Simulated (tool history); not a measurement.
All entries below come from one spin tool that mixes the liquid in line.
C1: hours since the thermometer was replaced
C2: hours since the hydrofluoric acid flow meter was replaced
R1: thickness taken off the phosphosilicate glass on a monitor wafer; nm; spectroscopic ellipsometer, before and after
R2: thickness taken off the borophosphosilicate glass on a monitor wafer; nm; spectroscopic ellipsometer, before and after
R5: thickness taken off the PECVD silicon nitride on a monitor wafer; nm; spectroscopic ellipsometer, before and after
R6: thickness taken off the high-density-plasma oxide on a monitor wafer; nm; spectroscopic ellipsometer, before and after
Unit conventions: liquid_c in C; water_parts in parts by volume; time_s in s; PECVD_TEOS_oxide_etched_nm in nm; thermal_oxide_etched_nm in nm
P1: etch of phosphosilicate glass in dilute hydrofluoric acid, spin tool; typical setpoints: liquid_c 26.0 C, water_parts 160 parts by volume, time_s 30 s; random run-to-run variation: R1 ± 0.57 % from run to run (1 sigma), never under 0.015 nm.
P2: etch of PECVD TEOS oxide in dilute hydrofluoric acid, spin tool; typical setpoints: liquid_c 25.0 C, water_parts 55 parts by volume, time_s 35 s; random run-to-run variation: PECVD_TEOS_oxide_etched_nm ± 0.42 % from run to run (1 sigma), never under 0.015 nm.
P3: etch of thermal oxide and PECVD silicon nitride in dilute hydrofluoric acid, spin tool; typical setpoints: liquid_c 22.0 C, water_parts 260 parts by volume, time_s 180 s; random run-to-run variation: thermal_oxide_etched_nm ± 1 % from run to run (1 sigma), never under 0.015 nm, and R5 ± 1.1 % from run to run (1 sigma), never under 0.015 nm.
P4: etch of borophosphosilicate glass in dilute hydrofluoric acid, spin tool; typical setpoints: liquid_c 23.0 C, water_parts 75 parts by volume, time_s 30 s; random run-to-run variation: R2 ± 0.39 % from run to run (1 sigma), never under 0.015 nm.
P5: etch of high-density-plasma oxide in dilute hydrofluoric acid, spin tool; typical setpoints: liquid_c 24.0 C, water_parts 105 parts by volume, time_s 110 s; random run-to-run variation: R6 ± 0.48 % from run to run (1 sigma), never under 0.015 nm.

Run 1, hour 3.4: process P1, liquid_c 26.0 C, water_parts 160 parts by volume, time_s 30 s; C1 1506.7; C2 829.9. Result: R1 25.978 nm.
Run 2, hour 7.4: process P1, liquid_c 20.0 C, water_parts 160 parts by volume, time_s 15 s; C1 1510.7; C2 833.9. Result: R1 10.488 nm.
Run 3, hour 10.5: process P4, liquid_c 23.0 C, water_parts 75 parts by volume, time_s 15 s; C1 1513.8; C2 837.0. Result: R2 9.7488 nm.
Run 4, hour 14.7: process P1, liquid_c 26.0 C, water_parts 160 parts by volume, time_s 30 s; C1 1518.0; C2 841.2. Result: R1 26.008 nm.
Run 5, hour 18.0: process P2, liquid_c 25.0 C, water_parts 55 parts by volume, time_s 55 s; C1 1521.3; C2 844.5. Result: PECVD_TEOS_oxide_etched_nm 27.6030 nm.
Run 6, hour 21.7: process P2, liquid_c 25.0 C, water_parts 100 parts by volume, time_s 35 s; C1 1525.0; C2 848.2. Result: PECVD_TEOS_oxide_etched_nm 9.1378 nm.
Run 7, hour 26.4: process P2, liquid_c 25.0 C, water_parts 55 parts by volume, time_s 35 s; C1 1529.7; C2 852.9. Result: PECVD_TEOS_oxide_etched_nm 17.5970 nm.
Run 8, hour 30.1: process P1, liquid_c 31.0 C, water_parts 160 parts by volume, time_s 30 s; C1 1533.4; C2 856.6. Result: R1 31.302 nm.
Run 9, hour 32.7: process P3, liquid_c 27.5 C, water_parts 260 parts by volume, time_s 180 s; C1 1536.0; C2 859.2. Result: thermal_oxide_etched_nm 3.3344 nm, R5 3.1054 nm.
Run 10, hour 35.9: process P1, liquid_c 26.0 C, water_parts 160 parts by volume, time_s 30 s; C1 1539.2; C2 862.4. Result: R1 26.116 nm.
Run 11, hour 39.3: process P1, liquid_c 26.0 C, water_parts 265 parts by volume, time_s 30 s; C1 1542.6; C2 865.8. Result: R1 14.099 nm.
Run 12, hour 42.7: process P5, liquid_c 24.0 C, water_parts 105 parts by volume, time_s 15 s; C1 1546.0; C2 869.2. Result: R6 0.87544 nm.
Run 13, hour 45.6: process P5, liquid_c 24.0 C, water_parts 105 parts by volume, time_s 110 s; C1 1548.9; C2 872.1. Result: R6 6.63270 nm.
Run 14, hour 49.0: process P5, liquid_c 24.0 C, water_parts 185 parts by volume, time_s 110 s; C1 1552.3; C2 875.5. Result: R6 3.39080 nm.
Run 15, hour 51.6: process P1, liquid_c 26.0 C, water_parts 160 parts by volume, time_s 55 s; C1 1554.9; C2 878.1. Result: R1 48.371 nm.
Run 16, hour 54.6: process P4, liquid_c 23.0 C, water_parts 140 parts by volume, time_s 30 s; C1 1557.9; C2 881.1. Result: R2 9.5323 nm.
Run 17, hour 56.7: process P1, liquid_c 26.0 C, water_parts 160 parts by volume, time_s 15 s; C1 1560.0; C2 883.2. Result: R1 13.264 nm.
Run 18, hour 59.8: process P3, liquid_c 22.0 C, water_parts 430 parts by volume, time_s 180 s; C1 1563.1; C2 886.3. Result: thermal_oxide_etched_nm 1.4343 nm, R5 1.3309 nm.

Run 19, settings as shown, results not yet in. Your forecast:
Run 19, hour 64.0: process P3, liquid_c 22.0 C, water_parts 260 parts by volume, time_s 320 s; C1 1567.3; C2 890.5. Result: thermal_oxide_etched_nm ?, R5 ?.

Run 19 measured thermal_oxide_etched_nm 4.8920 nm, R5 3.8623 nm.

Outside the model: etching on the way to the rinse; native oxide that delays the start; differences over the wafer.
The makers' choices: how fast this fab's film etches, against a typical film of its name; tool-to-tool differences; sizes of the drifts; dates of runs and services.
